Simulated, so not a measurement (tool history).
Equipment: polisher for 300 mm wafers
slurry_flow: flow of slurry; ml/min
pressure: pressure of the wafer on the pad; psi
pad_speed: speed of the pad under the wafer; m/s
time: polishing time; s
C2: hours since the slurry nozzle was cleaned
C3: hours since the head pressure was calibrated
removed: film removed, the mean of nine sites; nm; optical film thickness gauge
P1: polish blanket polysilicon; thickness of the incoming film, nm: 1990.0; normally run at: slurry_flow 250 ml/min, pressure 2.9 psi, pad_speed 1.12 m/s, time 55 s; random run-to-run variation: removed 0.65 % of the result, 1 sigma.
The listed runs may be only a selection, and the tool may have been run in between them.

Run 1, day 0.271: slurry_flow 250 ml/min, pressure 2.9 psi, pad_speed 1.12 m/s, time 55 s; wafers polished on this pad 364; C2 549.4; C3 184.8. Result: removed 583.37 nm.
Run 2, day 0.492: slurry_flow 250 ml/min, pressure 2.9 psi, pad_speed 1.12 m/s, time 77 s; wafers polished on this pad 414; C2 554.7; C3 190.1. Result: removed 817.56 nm.
Run 3, day 0.725: slurry_flow 250 ml/min, pressure 2.9 psi, pad_speed 0.5 m/s, time 55 s; wafers polished on this pad 467; C2 560.3; C3 195.7. Result: removed 261.18 nm.
Run 4, day 0.933: slurry_flow 250 ml/min, pressure 2.9 psi, pad_speed 1.12 m/s, time 55 s; wafers polished on this pad 515; C2 565.3; C3 200.7. Result: removed 577.05 nm.
Run 5, day 1.204: slurry_flow 250 ml/min, pressure 4.6 psi, pad_speed 1.12 m/s, time 55 s; wafers polished on this pad 577; C2 571.8; C3 207.2. Result: removed 927.08 nm.
Run 6, day 1.346: slurry_flow 150 ml/min, pressure 2.9 psi, pad_speed 1.12 m/s, time 55 s; wafers polished on this pad 609; C2 575.2; C3 210.6. Result: removed 547.74 nm.
Run 7, day 1.579: slurry_flow 250 ml/min, pressure 2.9 psi, pad_speed 1.12 m/s, time 55 s; wafers polished on this pad 663; C2 580.8; C3 216.2. Result: removed 583.13 nm.
Run 8, day 1.733: slurry_flow 250 ml/min, pressure 1.5 psi, pad_speed 1.12 m/s, time 55 s; wafers polished on this pad 698; C2 584.5; C3 219.9. Result: removed 300.48 nm.
Run 9, day 2.004: slurry_flow 250 ml/min, pressure 2.9 psi, pad_speed 1.56 m/s, time 55 s; wafers polished on this pad 760; C2 591; C3 226.4. Result: removed 809.68 nm.
Run 10, day 2.204: slurry_flow 250 ml/min, pressure 2.9 psi, pad_speed 1.12 m/s, time 55 s; wafers polished on this pad 805; C2 595.8; C3 231.2. Result: removed 581.21 nm.
Run 11, day 2.421: slurry_flow 370 ml/min, pressure 2.9 psi, pad_speed 1.12 m/s, time 55 s; wafers polished on this pad 855; C2 601; C3 236.4. Result: removed 599.31 nm.
Run 12, day 2.6: slurry_flow 250 ml/min, pressure 2.9 psi, pad_speed 0.84 m/s, time 67 s; wafers polished on this pad 896; C2 605.3; C3 240.7. Result: removed 532.43 nm.
Run 13, day 2.771: slurry_flow 250 ml/min, pressure 2.9 psi, pad_speed 1.12 m/s, time 32 s; wafers polished on this pad 935; C2 609.4; C3 244.8. Result: removed 343.68 nm.
Run 14, day 2.992: slurry_flow 250 ml/min, pressure 2.9 psi, pad_speed 1.12 m/s, time 55 s; wafers polished on this pad 985; C2 614.7; C3 250.1. Result: removed 577.72 nm.
Run 15, day 3.233: slurry_flow 250 ml/min, pressure 2.9 psi, pad_speed 1.12 m/s, time 55 s; wafers polished on this pad 1041; C2 620.5; C3 255.9. Result: removed 589.86 nm.
Run 16, day 3.412: slurry_flow 250 ml/min, pressure 2.9 psi, pad_speed 1.12 m/s, time 55 s; wafers polished on this pad 1081; C2 624.8; C3 260.2. Result: removed 571.66 nm.
Run 17, day 3.65: slurry_flow 250 ml/min, pressure 2.9 psi, pad_speed 1.12 m/s, time 55 s; wafers polished on this pad 1136; C2 630.5; C3 265.9. Result: removed 560.03 nm.
Run 18, day 3.771: slurry_flow 250 ml/min, pressure 2.9 psi, pad_speed 1.12 m/s, time 55 s; wafers polished on this pad 1163; C2 633.4; C3 268.8. Result: removed 563.27 nm.
Run 19, day 3.933: slurry_flow 250 ml/min, pressure 2.9 psi, pad_speed 1.12 m/s, time 55 s; wafers polished on this pad 1200; C2 637.3; C3 272.7. Result: removed 555.14 nm.
Run 20, day 4.162: slurry_flow 250 ml/min, pressure 2.9 psi, pad_speed 1.12 m/s, time 55 s; wafers polished on this pad 1253; C2 642.8; C3 278.2. Result: removed 556.06 nm.
Run 21, day 4.383: slurry_flow 250 ml/min, pressure 2.9 psi, pad_speed 1.12 m/s, time 55 s; wafers polished on this pad 1303; C2 648.1; C3 283.5. Result: removed 547.38 nm.
At day 4.45: worn pad replaced by a new one.
Run 22, day 4.542: slurry_flow 250 ml/min, pressure 2.9 psi, pad_speed 1.12 m/s, time 55 s; wafers polished on this pad 21; C2 651.9; C3 287.3. Result: removed 548.87 nm.
Run 23, day 4.704: slurry_flow 250 ml/min, pressure 2.9 psi, pad_speed 1.12 m/s, time 55 s; wafers polished on this pad 58; C2 655.8; C3 291.2. Result: removed 546.21 nm.
Run 24, day 4.958: slurry_flow 250 ml/min, pressure 2.9 psi, pad_speed 1.12 m/s, time 55 s; wafers polished on this pad 116; C2 661.9; C3 297.3. Result: removed 548.86 nm.
Run 25, day 5.092: slurry_flow 250 ml/min, pressure 2.9 psi, pad_speed 1.12 m/s, time 55 s; wafers polished on this pad 146; C2 665.1; C3 300.5. Result: removed 548.84 nm.

The output of P1 has drifted from where it used to be. Each of the 2 causes below, taken at the size shown beside it, accounts for the log equally well:
A: head's pressure below its setpoint, % = 6.31
B: slurry flow missing at the pad, % = 38.3
The gradual shift began around day 3.233.
The rest of the possible causes, and what rules out each one:
removal rate lost through wear of the pad, %: maintenance at day 4.45, after the shift began, did not return the process to its former output

Consider the 4 check runs below, whose results appear as question marks and each of which averages 2 wafers. Which one distinguishes the causes, in that each cause would give it a clearly different result?
Run check 1, day 5.225: slurry_flow 250 ml/min, pressure 1.9 psi, pad_speed 1.12 m/s, time 55 s. Result: removed ?.
Run check 2, day 5.225: slurry_flow 250 ml/min, pressure 2.9 psi, pad_speed 1.44 m/s, time 55 s. Result: removed ?.
Run check 3, day 5.225: slurry_flow 150 ml/min, pressure 2.9 psi, pad_speed 1.12 m/s, time 55 s. Result: removed ?.
Run check 4, day 5.225: slurry_flow 250 ml/min, pressure 4 psi, pad_speed 1.12 m/s, time 55 s. Result: removed ?.

Check results expected under each cause:
  check   result    if A    if B
check 1  removed  357.91  357.89
check 2  removed  702.37  702.33
check 3  removed  509.36   489.8
check 4  removed   753.5  753.46
Gap, in per cent, between the two causes that each check separates least, read from the result that separates them most: check 1 0.01 %; check 2 0.01 %; check 3 3.92 %; check 4 0.01 %
The causes can be told apart only by check 3. The other checks would give nearly the same results under each of them.

Then check 3 was run and gave: removed 508.16 nm. Which cause is it?

The cause is A: head's pressure below its setpoint, %.
